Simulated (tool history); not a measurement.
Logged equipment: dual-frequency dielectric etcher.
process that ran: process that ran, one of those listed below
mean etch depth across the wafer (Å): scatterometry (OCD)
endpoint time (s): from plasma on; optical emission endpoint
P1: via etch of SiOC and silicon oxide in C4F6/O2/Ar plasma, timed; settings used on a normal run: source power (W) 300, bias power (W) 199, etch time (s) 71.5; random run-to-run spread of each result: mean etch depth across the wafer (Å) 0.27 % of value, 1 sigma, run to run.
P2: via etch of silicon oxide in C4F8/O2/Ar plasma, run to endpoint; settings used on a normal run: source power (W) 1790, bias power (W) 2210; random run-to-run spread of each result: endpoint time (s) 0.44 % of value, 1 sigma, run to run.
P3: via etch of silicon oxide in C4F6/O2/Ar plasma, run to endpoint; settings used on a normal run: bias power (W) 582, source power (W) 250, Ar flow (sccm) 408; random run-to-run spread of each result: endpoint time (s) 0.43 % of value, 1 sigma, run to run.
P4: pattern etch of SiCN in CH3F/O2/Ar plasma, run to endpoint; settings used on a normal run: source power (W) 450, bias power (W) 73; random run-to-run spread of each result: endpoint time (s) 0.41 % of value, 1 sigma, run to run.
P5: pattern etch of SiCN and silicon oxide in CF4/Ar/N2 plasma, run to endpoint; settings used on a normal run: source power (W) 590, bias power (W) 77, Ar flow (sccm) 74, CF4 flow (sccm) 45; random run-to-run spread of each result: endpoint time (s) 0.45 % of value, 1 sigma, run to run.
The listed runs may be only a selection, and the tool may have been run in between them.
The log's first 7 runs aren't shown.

run   hour  process that ran  source power (W)  bias power (W)  etch time (s)  Ar flow (sccm)  CF4 flow (sccm)  hours since the last wet clean  hours since the last source power generator calibration  hours since the last bias power generator calibration  mean etch depth across the wafer (Å)  endpoint time (s)
  8   69.9                P5               590              77                             74               63                           425.7                                                   1008.4                                                  704.8                                                   13.022
  9   76.0                P1               370             199           71.5                                                            431.8                                                   1014.5                                                  710.9                                793.73
 10   87.9                P1               300             199           71.5                                                            443.7                                                   1026.4                                                  722.8                                727.55
 11   94.1                P1               300             199           71.5                                                            449.9                                                   1032.6                                                  729.0                                727.81
 12  102.9                P1               300             269           71.5                                                            458.7                                                   1041.4                                                  737.8                                805.61
 13  114.5                P4               630              73                                                                           470.3                                                   1053.0                                                  749.4                                                   15.836
 14  121.6                P1               300             199           71.5                                                            477.4                                                   1060.1                                                  756.5                                729.32
 15  128.3                P3               250             350                            408                                            484.1                                                   1066.8                                                  763.2                                                   33.621
 16  136.7                P1               180             137           71.5                                                            492.5                                                   1075.2                                                  771.6                                529.16
 17  146.8                P4               450              49                                                                           502.6                                                   1085.3                                                  781.7                                                   20.533
 18  157.7                P5               590              77                             45               45                           513.5                                                   1096.2                                                  792.6                                                   12.810
 19  167.6                P1               230             199           71.5                                                            523.4                                                   1106.1                                                  802.5                                655.84
 20  179.2                P2              2260            2210                                                                           535.0                                                   1117.7                                                  814.1                                                  305.030
 21  186.6                P3               150             582                            408                                            542.4                                                   1125.1                                                  821.5                                                   33.539
     189.2  -- source power generator calibrated
 22  195.1                P3               250             582                            303                                            550.9                                                      6.0                                                  830.0                                                   26.900
 23  203.8                P1               300             199           45.5                                                            559.6                                                     14.7                                                  838.7                                464.36
 24  214.4                P3               250             582                            408                                            570.2                                                     25.3                                                  849.3                                                   27.731
 25  223.9                P5               590              77                             74               45                           579.7                                                     34.8                                                  858.8                                                   13.742
 26  233.2                P2              1790            2210                                                                           589.0                                                     44.1                                                  868.1                                                  336.280
 27  243.0                P4               450              73                                                                           598.8                                                     53.9                                                  877.9                                                   18.010
 28  252.2                P2              1790            2210                                                                           608.0                                                     63.1                                                  887.1                                                  332.250
 29  261.2                P1               300             199           71.5                                                            617.0                                                     72.1                                                  896.1                                727.52

Run 30 has not been measured yet. What should we expect?
 30  272.5                P1               300             199           71.5                                                            628.3                                                     83.4                                                  907.4                                     ?

For run 30 the tool returned mean etch depth across the wafer (Å) 734.05.
